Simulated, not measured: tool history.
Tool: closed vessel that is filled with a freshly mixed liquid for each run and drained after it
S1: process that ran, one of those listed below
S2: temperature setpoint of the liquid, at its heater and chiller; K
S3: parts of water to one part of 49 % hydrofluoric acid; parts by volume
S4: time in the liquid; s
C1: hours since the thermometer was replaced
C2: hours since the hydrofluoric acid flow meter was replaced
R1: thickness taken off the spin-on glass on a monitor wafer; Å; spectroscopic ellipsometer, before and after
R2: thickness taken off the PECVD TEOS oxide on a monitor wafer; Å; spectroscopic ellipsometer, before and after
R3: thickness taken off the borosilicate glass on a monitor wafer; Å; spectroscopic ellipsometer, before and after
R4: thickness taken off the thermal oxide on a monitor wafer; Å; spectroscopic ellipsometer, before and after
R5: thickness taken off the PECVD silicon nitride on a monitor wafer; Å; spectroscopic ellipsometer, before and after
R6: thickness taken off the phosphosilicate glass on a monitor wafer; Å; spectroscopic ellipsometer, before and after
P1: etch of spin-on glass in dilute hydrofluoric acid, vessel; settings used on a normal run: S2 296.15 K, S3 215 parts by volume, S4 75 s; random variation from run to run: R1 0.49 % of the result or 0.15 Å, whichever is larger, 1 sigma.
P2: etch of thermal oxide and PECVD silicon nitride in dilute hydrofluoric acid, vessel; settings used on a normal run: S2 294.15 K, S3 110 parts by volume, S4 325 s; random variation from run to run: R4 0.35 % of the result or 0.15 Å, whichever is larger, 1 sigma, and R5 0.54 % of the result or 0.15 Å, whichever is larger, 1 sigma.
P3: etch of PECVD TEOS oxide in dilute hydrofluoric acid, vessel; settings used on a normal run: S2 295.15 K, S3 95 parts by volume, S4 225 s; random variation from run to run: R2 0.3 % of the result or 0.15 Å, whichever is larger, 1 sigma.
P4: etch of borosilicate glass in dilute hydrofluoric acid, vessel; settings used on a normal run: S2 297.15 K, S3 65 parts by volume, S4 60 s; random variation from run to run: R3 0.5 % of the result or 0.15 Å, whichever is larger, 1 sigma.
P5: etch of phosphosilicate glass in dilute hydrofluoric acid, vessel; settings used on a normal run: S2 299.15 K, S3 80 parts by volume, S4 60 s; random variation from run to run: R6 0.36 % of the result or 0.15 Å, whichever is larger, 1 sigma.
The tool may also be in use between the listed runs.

run   hour  S1      S2   S3   S4     C1     C2       R1      R2      R3       R4       R5       R6
  1   12.8  P1  296.15  215   75  236.4  235.0  156.470
  2   24.0  P3  295.15   50  225  247.6  246.2           636.04
  3   34.6  P4  297.15   65   85  258.2  256.8                   721.76
  4   49.1  P1  296.15  215  140  272.7  271.3  293.590
  5   61.3  P2  294.15  185  325  284.9  283.5                            69.132   42.061
  6   69.9  P3  295.15   95  225  293.5  292.1           320.25
  7   77.6  P4  302.15   65   60  301.2  299.8                   620.50
  8   87.3  P1  296.15  215   75  310.9  309.5  157.300
  9  102.0  P5  307.15   80   60  325.6  324.2                                              676.39
 10  109.0  P4  297.15  100   60  332.6  331.2                   319.70
 11  117.4  P4  297.15   65   60  341.0  339.6                   510.05
 12  130.6  P5  299.15   80   30  354.2  352.8                                              249.81
 13  137.5  P1  296.15  215   30  361.1  359.7   62.313
 14  147.6  P5  299.15   40   60  371.2  369.8                                             1047.70
 15  159.7  P1  290.15  215   75  383.3  381.9  125.070
 16  170.9  P1  296.15  215   75  394.5  393.1  157.920
 17  180.0  P3  303.15   95  225  403.6  402.2           435.67
 18  194.7  P1  302.65  215   75  418.3  416.9  195.760
 19  209.3  P2  294.15  110  325  432.9  431.5                           126.210   69.838
 20  220.2  P5  299.15   80   60  443.8  442.4                                              496.94
 21  235.8  P2  290.15  110  325  459.4  458.0                           106.560   52.439
 22  243.3  P1  296.15  215   75  466.9  465.5  156.960
 23  258.2  P1  290.15  360   75  481.8  480.4   66.170
 24  268.9  P3  295.15   95  450  492.5  491.1           637.81
 25  279.7  P4  297.15   65   60  503.3  501.9                   512.94
 26  287.5  P2  294.15  110  555  511.1  509.7                           214.680  118.320
 27  302.6  P1  296.15  105   75  526.2  524.8  368.550
 28  311.7  P1  296.15  300   75  535.3  533.9  103.700
 29  321.2  P1  296.15  215   75  544.8  543.4  156.710
 30  328.1  P1  296.15  215   75  551.7  550.3  154.270
 31  342.1  P1  296.15  215   75  565.7  564.3  152.250
 32  350.6  P1  296.15  215   75  574.2  572.8  149.950
 33  359.9  P1  296.15  215   75  583.5  582.1  149.690
 34  375.4  P1  296.15  215   75  599.0  597.6  149.900
 35  387.1  P1  296.15  215   75  610.7  609.3  148.820
 36  399.6  P1  296.15  215   75  623.2  621.8  148.890
 37  407.3  P1  296.15  215   75  630.9  629.5  148.460

The output of P1 has drifted from where it used to be. Each of the 2 causes below, taken at the size shown beside it, accounts for the log equally well:
A: liquid colder than its thermometer reads (K) = 1.51
B: hydrofluoric acid flow below the setpoint (%) = 4.49
Onset of the creep was near hour 321.2.

Consider the 4 single-wafer check runs listed below, results given as question marks: which one distinguishes between the causes by giving clearly different results for each?
check 1  415.0  P3  301.15   95  345               ?
check 2  415.0  P5  304.65   80   60                               ?
check 3  415.0  P4  300.15   65   60                   ?
check 4  415.0  P2  294.15  110  465                       ?   ?

Predicted outcomes, by check and by cause:
  check  result     if A     if B
check 1      R2   583.68   587.35
check 2      R6   579.00   582.28
check 3      R3   542.03   547.49
check 4      R4  168.920  170.580
check 4      R5   89.337   94.600
Smallest distance between any two causes, each pair judged by its most separating result, in per cent: check 1 0.63 %; check 2 0.56 %; check 3 1 %; check 4 5.72 %
Check 4 distinguishes between the causes, while the remaining checks would return nearly the same result for all of them.

With check 4 done, the readings were: R4 170.090 Å; R5 94.657 Å. Identify which of the listed causes applies.

Of the candidate causes, it is B: hydrofluoric acid flow below the setpoint (%).
